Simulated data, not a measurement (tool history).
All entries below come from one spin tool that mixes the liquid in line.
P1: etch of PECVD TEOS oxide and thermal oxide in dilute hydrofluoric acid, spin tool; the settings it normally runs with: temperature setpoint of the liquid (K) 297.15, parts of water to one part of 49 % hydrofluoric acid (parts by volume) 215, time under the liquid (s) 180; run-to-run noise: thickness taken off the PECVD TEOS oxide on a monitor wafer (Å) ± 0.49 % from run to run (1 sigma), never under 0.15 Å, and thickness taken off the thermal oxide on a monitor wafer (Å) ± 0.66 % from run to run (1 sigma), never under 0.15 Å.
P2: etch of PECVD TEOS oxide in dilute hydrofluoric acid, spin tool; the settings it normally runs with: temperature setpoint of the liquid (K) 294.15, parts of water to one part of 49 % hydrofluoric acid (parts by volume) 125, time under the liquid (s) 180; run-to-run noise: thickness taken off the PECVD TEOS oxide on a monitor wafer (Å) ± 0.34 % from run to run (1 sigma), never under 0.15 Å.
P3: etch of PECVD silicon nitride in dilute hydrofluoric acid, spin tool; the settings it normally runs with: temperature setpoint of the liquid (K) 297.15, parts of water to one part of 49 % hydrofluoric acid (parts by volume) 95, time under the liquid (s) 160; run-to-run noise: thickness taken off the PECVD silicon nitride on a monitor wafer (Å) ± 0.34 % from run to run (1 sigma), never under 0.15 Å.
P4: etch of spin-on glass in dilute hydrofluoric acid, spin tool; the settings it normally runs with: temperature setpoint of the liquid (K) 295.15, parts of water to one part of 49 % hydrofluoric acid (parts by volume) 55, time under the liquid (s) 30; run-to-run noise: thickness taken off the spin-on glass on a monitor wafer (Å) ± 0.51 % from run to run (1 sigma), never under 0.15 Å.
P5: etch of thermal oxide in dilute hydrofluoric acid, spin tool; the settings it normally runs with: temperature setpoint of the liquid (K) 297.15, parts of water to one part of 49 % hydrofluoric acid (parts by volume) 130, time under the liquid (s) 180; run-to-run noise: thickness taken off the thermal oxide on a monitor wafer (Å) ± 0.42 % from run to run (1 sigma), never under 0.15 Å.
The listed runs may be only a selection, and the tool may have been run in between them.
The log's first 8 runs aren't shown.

run,hour,process that ran,temperature setpoint of the liquid (K),parts of water to one part of 49 % hydrofluoric acid (parts by volume),time under the liquid (s),hours since the thermometer was replaced,hours since the hydrofluoric acid flow meter was replaced,thickness taken off the PECVD TEOS oxide on a monitor wafer (Å),thickness taken off the thermal oxide on a monitor wafer (Å),thickness taken off the spin-on glass on a monitor wafer (Å),thickness taken off the PECVD silicon nitride on a monitor wafer (Å)
9,114.7,P4,290.65,55,30,520.6,942.5,,,231.26,
10,127.1,P1,305.15,215,180,533.0,954.9,141.610,45.9380,,
11,136.9,P1,297.15,215,360,542.8,964.7,216.050,69.5410,,
12,145.7,P1,297.15,305,180,551.6,973.5,69.355,22.1650,,
# hour 155.2: thermometer replaced
13,162.8,P3,297.15,95,160,7.6,990.6,,,,94.203
14,177.2,P1,297.15,215,180,22.0,1005.0,108.100,35.6310,,
15,186.9,P1,297.15,215,25,31.7,1014.7,15.253,4.4684,,
16,197.5,P3,297.15,95,65,42.3,1025.3,,,,38.179
17,210.6,P5,297.15,130,180,55.4,1038.4,,60.2090,,
18,222.9,P3,297.15,20,160,67.7,1050.7,,,,424.830
19,234.3,P1,297.15,215,180,79.1,1062.1,107.790,34.7740,,
20,242.8,P2,294.15,125,180,87.6,1070.6,285.460,,,
21,255.8,P1,297.15,100,180,100.6,1083.6,260.610,84.8130,,
22,272.0,P1,292.15,215,180,116.8,1099.8,88.895,29.1330,,
23,282.6,P3,305.15,95,160,127.4,1110.4,,,,157.130
24,299.7,P4,295.15,105,30,144.5,1127.5,,,139.36,
25,310.7,P5,297.15,130,85,155.5,1138.5,,28.5820,,

Run 26, settings as shown, results not yet in. Your forecast:
26,321.1,P4,295.15,55,30,165.9,1148.9,,,?,

{"run 26": {"thickness taken off the spin-on glass on a monitor wafer (Å)": 281.69}}

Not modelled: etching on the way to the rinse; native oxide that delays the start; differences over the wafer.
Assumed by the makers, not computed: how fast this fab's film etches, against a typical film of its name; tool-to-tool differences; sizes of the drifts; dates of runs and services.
